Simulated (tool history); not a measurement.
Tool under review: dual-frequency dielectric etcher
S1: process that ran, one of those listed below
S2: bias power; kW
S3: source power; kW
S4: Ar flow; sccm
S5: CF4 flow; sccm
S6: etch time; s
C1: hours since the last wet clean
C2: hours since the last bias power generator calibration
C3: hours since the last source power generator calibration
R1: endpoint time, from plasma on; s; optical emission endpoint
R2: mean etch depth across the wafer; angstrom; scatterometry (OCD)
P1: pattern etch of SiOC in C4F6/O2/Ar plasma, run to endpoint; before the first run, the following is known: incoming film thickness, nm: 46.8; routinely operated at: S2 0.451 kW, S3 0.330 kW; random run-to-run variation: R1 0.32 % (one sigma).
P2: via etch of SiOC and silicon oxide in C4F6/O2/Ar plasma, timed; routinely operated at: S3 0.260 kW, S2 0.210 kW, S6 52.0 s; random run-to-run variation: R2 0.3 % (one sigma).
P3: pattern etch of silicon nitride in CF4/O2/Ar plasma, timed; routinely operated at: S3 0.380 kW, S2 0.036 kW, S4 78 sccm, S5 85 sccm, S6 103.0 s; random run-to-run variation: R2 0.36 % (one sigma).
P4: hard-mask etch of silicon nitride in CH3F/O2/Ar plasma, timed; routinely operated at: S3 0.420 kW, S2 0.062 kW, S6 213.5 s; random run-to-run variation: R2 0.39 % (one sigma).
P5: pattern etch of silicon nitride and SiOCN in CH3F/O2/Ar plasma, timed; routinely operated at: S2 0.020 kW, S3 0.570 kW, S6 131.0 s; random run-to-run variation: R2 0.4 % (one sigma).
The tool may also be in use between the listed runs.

run 1 day=0.333 | S1=P1 S2=0.451 S3=0.330 | C1=285.5 C2=2217.8 C3=1032.3 | R1=17.829
run 2 day=0.638 | S1=P3 S2=0.036 S3=0.380 S4=45 S5=85 S6=103.0 | C1=292.8 C2=2225.1 C3=1039.6 | R2=1444.00
run 3 day=0.846 | S1=P3 S2=0.036 S3=0.210 S4=78 S5=85 S6=103.0 | C1=297.8 C2=2230.1 C3=1044.6 | R2=812.66
run 4 day=1.108 | S1=P2 S2=0.210 S3=0.260 S6=52.0 | C1=304.1 C2=2236.4 C3=1050.9 | R2=523.54
run 5 day=1.346 | S1=P1 S2=0.451 S3=0.220 | C1=309.8 C2=2242.1 C3=1056.6 | R1=20.820
run 6 day=1.692 | S1=P4 S2=0.062 S3=0.420 S6=213.5 | C1=318.1 C2=2250.4 C3=1064.9 | R2=1449.10
run 7 day=1.962 | S1=P2 S2=0.210 S3=0.260 S6=63.5 | C1=324.6 C2=2256.9 C3=1071.4 | R2=640.80
run 8 day=2.300 | S1=P3 S2=0.036 S3=0.380 S4=78 S5=85 S6=56.5 | C1=332.7 C2=2265.0 C3=1079.5 | R2=749.45
run 9 day=2.500 | S1=P5 S2=0.025 S3=0.570 S6=131.0 | C1=337.5 C2=2269.8 C3=1084.3 | R2=209.50
run 10 day=2.750 | S1=P5 S2=0.020 S3=0.570 S6=131.0 | C1=343.5 C2=2275.8 C3=1090.3 | R2=189.44
run 11 day=3.075 | S1=P1 S2=0.379 S3=0.450 | C1=351.3 C2=2283.6 C3=1098.1 | R1=16.979
run 12 day=3.383 | S1=P1 S2=0.451 S3=0.330 | C1=358.7 C2=2291.0 C3=1105.5 | R1=17.910
run 13 day=3.683 | S1=P4 S2=0.062 S3=0.560 S6=213.5 | C1=365.9 C2=2298.2 C3=1112.7 | R2=1612.20
run 14 day=3.858 | S1=P5 S2=0.020 S3=0.570 S6=72.0 | C1=370.1 C2=2302.4 C3=1116.9 | R2=104.00
run 15 day=4.079 | S1=P4 S2=0.062 S3=0.420 S6=125.5 | C1=375.4 C2=2307.7 C3=1122.2 | R2=850.18
run 16 day=4.304 | S1=P1 S2=0.451 S3=0.450 | C1=380.8 C2=2313.1 C3=1127.6 | R1=15.912
run 17 day=4.600 | S1=P5 S2=0.020 S3=0.730 S6=131.0 | C1=387.9 C2=2320.2 C3=1134.7 | R2=207.39
run 18 day=4.938 | S1=P1 S2=0.451 S3=0.330 | C1=396.0 C2=2328.3 C3=1142.8 | R1=17.879
run 19 day=5.258 | S1=P1 S2=0.607 S3=0.330 | C1=403.7 C2=2336.0 C3=1150.5 | R1=15.948
run 20 day=5.592 | S1=P1 S2=0.288 S3=0.440 | C1=411.7 C2=2344.0 C3=1158.5 | R1=18.858
run 21 day=5.788 | S1=P3 S2=0.036 S3=0.380 S4=78 S5=85 S6=103.0 | C1=416.4 C2=2348.7 C3=1163.2 | R2=1359.10
run 22 day=6.083 | S1=P2 S2=0.210 S3=0.310 S6=52.0 | C1=423.5 C2=2355.8 C3=1170.3 | R2=561.52
run 23 day=6.350 | S1=P3 S2=0.036 S3=0.380 S4=78 S5=51 S6=103.0 | C1=429.9 C2=2362.2 C3=1176.7 | R2=1265.90
run 24 day=6.521 | S1=P1 S2=0.451 S3=0.330 | C1=434.0 C2=2366.3 C3=1180.8 | R1=17.815
run 25 day=6.771 | S1=P3 S2=0.051 S3=0.380 S4=78 S5=85 S6=103.0 | C1=440.0 C2=2372.3 C3=1186.8 | R2=1538.00
run 26 day=7.054 | S1=P4 S2=0.080 S3=0.420 S6=213.5 | C1=446.8 C2=2379.1 C3=1193.6 | R2=1583.30
run 27 day=7.221 | S1=P1 S2=0.352 S3=0.330 | C1=450.8 C2=2383.1 C3=1197.6 | R1=19.577
run 28 day=7.496 | S1=P2 S2=0.269 S3=0.260 S6=52.0 | C1=457.4 C2=2389.7 C3=1204.2 | R2=573.07
run 29 day=7.679 | S1=P3 S2=0.036 S3=0.380 S4=78 S5=85 S6=103.0 | C1=461.8 C2=2394.1 C3=1208.6 | R2=1368.10
run 30 day=8.025 | S1=P1 S2=0.451 S3=0.330 | C1=470.1 C2=2402.4 C3=1216.9 | R1=17.923
run 31 day=8.250 | S1=P1 S2=0.451 S3=0.330 | C1=475.5 C2=2407.8 C3=1222.3 | R1=17.920
run 32 day=8.567 | S1=P1 S2=0.451 S3=0.330 | C1=483.1 C2=2415.4 C3=1229.9 | R1=18.018

Forecast run 33:
run 33 day=8.896 | S1=P1 S2=0.451 S3=0.330 | C1=491.0 C2=2423.3 C3=1237.8 | R1=?

{"run 33": {"R1": 18.084}}
